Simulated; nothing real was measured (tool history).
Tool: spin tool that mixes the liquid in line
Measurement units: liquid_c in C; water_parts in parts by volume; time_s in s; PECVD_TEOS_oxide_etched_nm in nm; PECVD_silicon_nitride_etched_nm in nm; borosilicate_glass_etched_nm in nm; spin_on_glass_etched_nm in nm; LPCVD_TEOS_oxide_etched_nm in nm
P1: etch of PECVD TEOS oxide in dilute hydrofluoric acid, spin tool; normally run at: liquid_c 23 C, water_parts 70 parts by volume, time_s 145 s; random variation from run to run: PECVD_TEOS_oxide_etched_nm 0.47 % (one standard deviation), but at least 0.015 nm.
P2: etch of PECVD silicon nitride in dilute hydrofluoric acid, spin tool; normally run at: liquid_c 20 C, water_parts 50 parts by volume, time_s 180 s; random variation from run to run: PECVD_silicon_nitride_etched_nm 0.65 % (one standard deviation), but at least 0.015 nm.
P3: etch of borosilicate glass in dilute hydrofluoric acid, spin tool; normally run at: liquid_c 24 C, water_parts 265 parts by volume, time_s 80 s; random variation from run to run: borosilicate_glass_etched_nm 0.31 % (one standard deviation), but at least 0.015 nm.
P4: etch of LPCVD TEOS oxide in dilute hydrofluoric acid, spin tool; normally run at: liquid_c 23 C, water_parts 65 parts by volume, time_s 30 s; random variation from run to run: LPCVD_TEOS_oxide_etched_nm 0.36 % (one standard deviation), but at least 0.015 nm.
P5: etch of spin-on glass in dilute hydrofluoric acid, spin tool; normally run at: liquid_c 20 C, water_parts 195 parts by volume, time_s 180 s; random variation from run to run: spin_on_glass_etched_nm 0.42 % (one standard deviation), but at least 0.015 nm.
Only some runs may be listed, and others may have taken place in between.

run    day  process  liquid_c  water_parts  time_s  PECVD_TEOS_oxide_etched_nm  PECVD_silicon_nitride_etched_nm  borosilicate_glass_etched_nm  spin_on_glass_etched_nm  LPCVD_TEOS_oxide_etched_nm
  1  0.254       P1        23           70     145                      21.577
  2  0.521       P2        20           50     180                                                       4.5967
  3    0.9       P3        24          265      80                                                                                     8.7894
  4  1.121       P5        20          195      35                                                                                                              7.4232
  5  1.362       P2        20           85     180                                                       2.7514
  6  1.712       P3        24          265      15                                                                                     1.6674
  7  1.888       P1      18.5           70     145                       18.06
  8  2.188       P3        24          105      80                                                                                      26.63
  9  2.446       P4        23           25      30                                                                                                                                          47.233
 10  2.812       P2        20           50      60                                                       1.5419
 11  3.017       P1        23           70     145                      21.716
 12  3.342       P5        20          195     180                                                                                                              37.961
 13  3.562       P1        23           70     265                      39.664
 14  3.817       P2        20           50     180                                                       4.6048
 15  4.158       P1        23          115     145                      12.626
 16  4.454       P5        17          195     180                                                                                                              33.903
     4.608  -- hydrofluoric acid flow meter replaced
 17  4.733       P3        24          265      80                                                                                     8.8562
 18    5.1       P4        23           65      30                                                                                                                                          17.235
 19  5.396       P4        23           65      15                                                                                                                                          8.5874
 20  5.588       P1      30.5           70     145                      29.374
 21  5.942       P1        23           70     145                      21.901
 22  6.258       P4      30.5           65      30                                                                                                                                          23.234
 23  6.458       P1        23           70     145                      21.619
 24  6.821       P2        17           50     180                                                       3.7572

The next listed run, before its measurement:
 25  7.021       P4        23           65      30                                                                                                                                               ?

{"run 25": {"LPCVD_TEOS_oxide_etched_nm": 17.271}}

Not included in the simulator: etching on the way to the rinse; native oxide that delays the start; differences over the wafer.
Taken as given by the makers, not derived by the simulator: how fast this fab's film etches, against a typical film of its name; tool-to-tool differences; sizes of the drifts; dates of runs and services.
